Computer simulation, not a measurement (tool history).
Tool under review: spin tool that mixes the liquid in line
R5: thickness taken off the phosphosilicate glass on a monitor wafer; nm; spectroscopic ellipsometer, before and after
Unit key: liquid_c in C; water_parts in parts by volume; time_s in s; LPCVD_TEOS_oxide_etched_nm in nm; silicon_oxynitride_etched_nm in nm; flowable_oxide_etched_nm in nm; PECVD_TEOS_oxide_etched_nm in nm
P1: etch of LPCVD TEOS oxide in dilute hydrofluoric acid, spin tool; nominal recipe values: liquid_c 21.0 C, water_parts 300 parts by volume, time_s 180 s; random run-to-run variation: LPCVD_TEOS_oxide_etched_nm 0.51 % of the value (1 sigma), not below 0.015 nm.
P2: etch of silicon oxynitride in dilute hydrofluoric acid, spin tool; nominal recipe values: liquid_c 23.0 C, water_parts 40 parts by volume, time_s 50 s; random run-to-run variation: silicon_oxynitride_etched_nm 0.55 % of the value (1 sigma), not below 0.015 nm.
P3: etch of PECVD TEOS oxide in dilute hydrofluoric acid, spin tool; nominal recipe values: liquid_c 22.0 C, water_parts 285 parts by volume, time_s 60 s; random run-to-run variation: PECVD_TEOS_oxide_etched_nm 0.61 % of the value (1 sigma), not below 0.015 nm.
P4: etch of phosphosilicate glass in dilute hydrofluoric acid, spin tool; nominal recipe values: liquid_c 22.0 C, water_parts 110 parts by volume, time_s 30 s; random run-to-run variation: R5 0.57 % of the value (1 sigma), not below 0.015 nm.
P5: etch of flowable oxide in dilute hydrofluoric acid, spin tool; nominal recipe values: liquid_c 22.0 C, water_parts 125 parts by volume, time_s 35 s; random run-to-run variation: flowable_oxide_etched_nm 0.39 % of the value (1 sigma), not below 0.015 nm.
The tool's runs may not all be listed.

Run 1, hour 7.2: process P1, liquid_c 21.0 C, water_parts 300 parts by volume, time_s 180 s. Result: LPCVD_TEOS_oxide_etched_nm 23.196 nm.
Run 2, hour 12.8: process P1, liquid_c 21.0 C, water_parts 550 parts by volume, time_s 180 s. Result: LPCVD_TEOS_oxide_etched_nm 10.284 nm.
Run 3, hour 21.8: process P2, liquid_c 23.0 C, water_parts 20 parts by volume, time_s 50 s. Result: silicon_oxynitride_etched_nm 8.1544 nm.
Run 4, hour 32.7: process P1, liquid_c 17.0 C, water_parts 410 parts by volume, time_s 180 s. Result: LPCVD_TEOS_oxide_etched_nm 13.266 nm.
Run 5, hour 41.7: process P1, liquid_c 21.0 C, water_parts 300 parts by volume, time_s 180 s. Result: LPCVD_TEOS_oxide_etched_nm 23.177 nm.
Run 6, hour 51.0: process P5, liquid_c 22.0 C, water_parts 125 parts by volume, time_s 35 s. Result: flowable_oxide_etched_nm 12.477 nm.
Run 7, hour 57.4: process P5, liquid_c 22.0 C, water_parts 125 parts by volume, time_s 35 s. Result: flowable_oxide_etched_nm 12.408 nm.
Run 8, hour 68.3: process P1, liquid_c 21.0 C, water_parts 300 parts by volume, time_s 180 s. Result: LPCVD_TEOS_oxide_etched_nm 23.278 nm.
Run 9, hour 78.2: process P1, liquid_c 21.0 C, water_parts 300 parts by volume, time_s 355 s. Result: LPCVD_TEOS_oxide_etched_nm 45.878 nm.
Run 10, hour 90.0: process P3, liquid_c 22.0 C, water_parts 285 parts by volume, time_s 15 s. Result: PECVD_TEOS_oxide_etched_nm 1.1263 nm.
Run 11, hour 97.9: process P4, liquid_c 22.0 C, water_parts 195 parts by volume, time_s 30 s. Result: R5 9.501 nm.
Run 12, hour 103.7: process P2, liquid_c 23.0 C, water_parts 40 parts by volume, time_s 50 s. Result: silicon_oxynitride_etched_nm 4.0282 nm.
Run 13, hour 113.3: process P1, liquid_c 21.0 C, water_parts 300 parts by volume, time_s 40 s. Result: LPCVD_TEOS_oxide_etched_nm 5.136 nm.
Run 14, hour 121.0: process P4, liquid_c 17.0 C, water_parts 110 parts by volume, time_s 30 s. Result: R5 15.184 nm.
Run 15, hour 132.5: process P5, liquid_c 17.0 C, water_parts 125 parts by volume, time_s 35 s. Result: flowable_oxide_etched_nm 10.119 nm.
Run 16, hour 141.6: process P4, liquid_c 22.0 C, water_parts 110 parts by volume, time_s 30 s. Result: R5 18.306 nm.
Run 17, hour 149.0: process P3, liquid_c 22.0 C, water_parts 285 parts by volume, time_s 60 s. Result: PECVD_TEOS_oxide_etched_nm 4.4718 nm.
Run 18, hour 157.7: process P1, liquid_c 26.0 C, water_parts 300 parts by volume, time_s 180 s. Result: LPCVD_TEOS_oxide_etched_nm 27.573 nm.
Run 19, hour 168.4: process P2, liquid_c 17.5 C, water_parts 40 parts by volume, time_s 50 s. Result: silicon_oxynitride_etched_nm 3.0862 nm.
Run 20, hour 174.7: process P1, liquid_c 21.0 C, water_parts 85 parts by volume, time_s 180 s. Result: LPCVD_TEOS_oxide_etched_nm 102.170 nm.
Run 21, hour 186.3: process P3, liquid_c 30.0 C, water_parts 285 parts by volume, time_s 60 s. Result: PECVD_TEOS_oxide_etched_nm 5.8506 nm.

Expected results for the next run?
Run 22, hour 194.8: process P1, liquid_c 21.0 C, water_parts 300 parts by volume, time_s 180 s. Result: LPCVD_TEOS_oxide_etched_nm ?.

For run 22 the tool returned LPCVD_TEOS_oxide_etched_nm 23.221 nm.
